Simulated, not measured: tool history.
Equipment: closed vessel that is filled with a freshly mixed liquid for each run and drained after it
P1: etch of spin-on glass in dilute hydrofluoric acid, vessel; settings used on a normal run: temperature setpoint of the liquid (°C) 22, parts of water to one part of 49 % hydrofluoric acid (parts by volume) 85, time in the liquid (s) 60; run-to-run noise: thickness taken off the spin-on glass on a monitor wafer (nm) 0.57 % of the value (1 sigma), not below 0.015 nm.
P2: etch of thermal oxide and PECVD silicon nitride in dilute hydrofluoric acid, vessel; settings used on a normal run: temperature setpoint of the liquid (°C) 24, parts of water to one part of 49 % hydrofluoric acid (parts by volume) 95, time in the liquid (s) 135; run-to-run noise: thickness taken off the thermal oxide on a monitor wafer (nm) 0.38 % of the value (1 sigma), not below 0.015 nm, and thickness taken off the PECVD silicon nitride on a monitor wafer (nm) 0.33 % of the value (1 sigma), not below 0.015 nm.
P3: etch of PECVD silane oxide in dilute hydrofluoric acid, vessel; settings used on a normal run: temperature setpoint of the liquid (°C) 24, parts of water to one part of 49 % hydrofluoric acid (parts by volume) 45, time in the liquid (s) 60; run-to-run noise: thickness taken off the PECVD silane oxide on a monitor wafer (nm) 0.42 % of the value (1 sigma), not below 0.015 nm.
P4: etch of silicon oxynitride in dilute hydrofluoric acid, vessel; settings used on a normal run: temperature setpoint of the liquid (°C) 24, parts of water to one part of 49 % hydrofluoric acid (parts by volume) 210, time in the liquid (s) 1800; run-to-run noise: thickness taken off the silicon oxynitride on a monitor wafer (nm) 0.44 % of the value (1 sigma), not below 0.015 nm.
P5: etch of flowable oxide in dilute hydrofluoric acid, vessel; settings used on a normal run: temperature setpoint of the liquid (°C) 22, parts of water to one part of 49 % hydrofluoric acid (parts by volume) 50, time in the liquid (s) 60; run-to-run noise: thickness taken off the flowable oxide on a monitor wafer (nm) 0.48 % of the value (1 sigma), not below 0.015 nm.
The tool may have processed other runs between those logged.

run	hour	process that ran	temperature setpoint of the liquid (°C)	parts of water to one part of 49 % hydrofluoric acid (parts by volume)	time in the liquid (s)	hours since the thermometer was replaced	hours since the hydrofluoric acid flow meter was replaced	thickness taken off the spin-on glass on a monitor wafer (nm)	thickness taken off the silicon oxynitride on a monitor wafer (nm)	thickness taken off the flowable oxide on a monitor wafer (nm)	thickness taken off the PECVD silane oxide on a monitor wafer (nm)	thickness taken off the thermal oxide on a monitor wafer (nm)	thickness taken off the PECVD silicon nitride on a monitor wafer (nm)
1	10	P1	22	85	60	1842.4	294.2	30.028					
2	16.8	P4	17	210	1800	1849.2	301		13.725				
3	26.6	P1	22	85	60	1859	310.8	30.042					
4	36.4	P1	29	85	60	1868.8	320.6	39.421					
5	43.2	P1	17	85	60	1875.6	327.4	24.454					
6	48.1	P1	22	85	30	1880.5	332.3	15.035					
7	58.2	P1	22	85	60	1890.6	342.4	29.762					
8	65.8	P5	17	50	60	1898.2	350			46.584			
9	74.8	P3	24	45	30	1907.2	359				25.412		
10	83.5	P2	24	40	135	1915.9	367.7					17.955	18.524
11	91.2	P1	22	85	60	1923.6	375.4	30.089					
12	96.4	P1	22	85	60	1928.8	380.6	29.99					
13	102.9	P4	24	65	1800	1935.3	387.1		69.543				
14	110.1	P3	24	20	60	1942.5	394.3				118.59		
15	118	P4	24	210	1800	1950.4	402.2		19.001				
16	125.1	P1	27	25	60	1957.5	409.3	137.34					
17	135.2	P5	22	50	60	1967.6	419.4			57.811			
18	145.8	P2	24	95	135	1978.2	430					6.9974	7.9947
19	154.8	P5	22	50	60	1987.2	439			58.875			
20	160.3	P2	29	95	135	1992.7	444.5					8.5205	10.991
21	168.6	P4	24	210	85	2001	452.8		0.91543				
22	176.9	P5	22	90	60	2009.3	461.1			30.619			
23	185.6	P1	22	25	60	2018	469.8	110.69					
24	193.7	P5	22	50	30	2026.1	477.9			29.161			
25	199.7	P2	24	95	135	2032.1	483.9					6.9716	7.941
26	207.6	P1	22	85	95	2040	491.8	47.88					
27	213.5	P1	22	85	60	2045.9	497.7	30.291					
28	221.1	P3	24	45	60	2053.5	505.3				50.514		
29	228.1	P1	22	140	60	2060.5	512.3	17.217					
30	234	P2	24	95	255	2066.4	518.2					13.221	15.028
31	244.1	P3	24	45	60	2076.5	528.3				51.567		
32	253.6	P3	28	45	60	2086	537.8				59.909		
33	264	P1	22	85	60	2096.4	548.2	30.129					
34	273.4	P1	22	85	60	2105.8	557.6	30.754					
35	283	P1	22	85	60	2115.4	567.2	31.264					
36	291.9	P1	22	85	60	2124.3	576.1	31.757					
37	298.9	P1	22	85	60	2131.3	583.1	31.682					
38	309.1	P1	22	85	60	2141.5	593.3	31.56					
39	315.2	P1	22	85	60	2147.6	599.4	31.9					
40	323.9	P1	22	85	60	2156.3	608.1	31.309					
41	334.7	P1	22	85	60	2167.1	618.9	31.722					
42	344	P1	22	85	60	2176.4	628.2	31.807					

Something has made what P1 gives creep away from where it was; the 2 causes below, each at its own stated size, fit the log equally well:
A: hydrofluoric acid flow above the setpoint (%) = 5.32
B: liquid hotter than its thermometer reads (K) = 1.41
The creep began at about hour 264.

Consider the 4 single-wafer check runs listed below, results given as question marks: which one distinguishes between the causes by giving clearly different results for each?
check 1	353.3	P4	24	130	1800				?				
check 2	353.3	P5	22	80	60					?			
check 3	353.3	P2	24	95	180							?	?
check 4	353.3	P3	24	20	30						?		

If the cause were each of the candidates in turn, the checks would give the following:
check	result	if A	if B
check 1	thickness taken off the silicon oxynitride on a monitor wafer (nm)	34.531	34.802
check 2	thickness taken off the flowable oxide on a monitor wafer (nm)	37.067	37.089
check 3	thickness taken off the thermal oxide on a monitor wafer (nm)	9.9151	9.8943
check 3	thickness taken off the PECVD silicon nitride on a monitor wafer (nm)	11.152	11.624
check 4	thickness taken off the PECVD silane oxide on a monitor wafer (nm)	62.69	63.069
Per-check spread between the two closest causes, in the result where they differ most: check 1 0.78 %; check 2 0.06 %; check 3 4.14 %; check 4 0.6 %
Of the check runs offered, only check 3 discriminates between the causes; the rest would read about the same regardless of which cause applies.

Then check 3 was run and gave: thickness taken off the thermal oxide on a monitor wafer (nm) 9.8815; thickness taken off the PECVD silicon nitride on a monitor wafer (nm) 11.207. Which cause is it?

The correct cause is A, namely: hydrofluoric acid flow above the setpoint (%).

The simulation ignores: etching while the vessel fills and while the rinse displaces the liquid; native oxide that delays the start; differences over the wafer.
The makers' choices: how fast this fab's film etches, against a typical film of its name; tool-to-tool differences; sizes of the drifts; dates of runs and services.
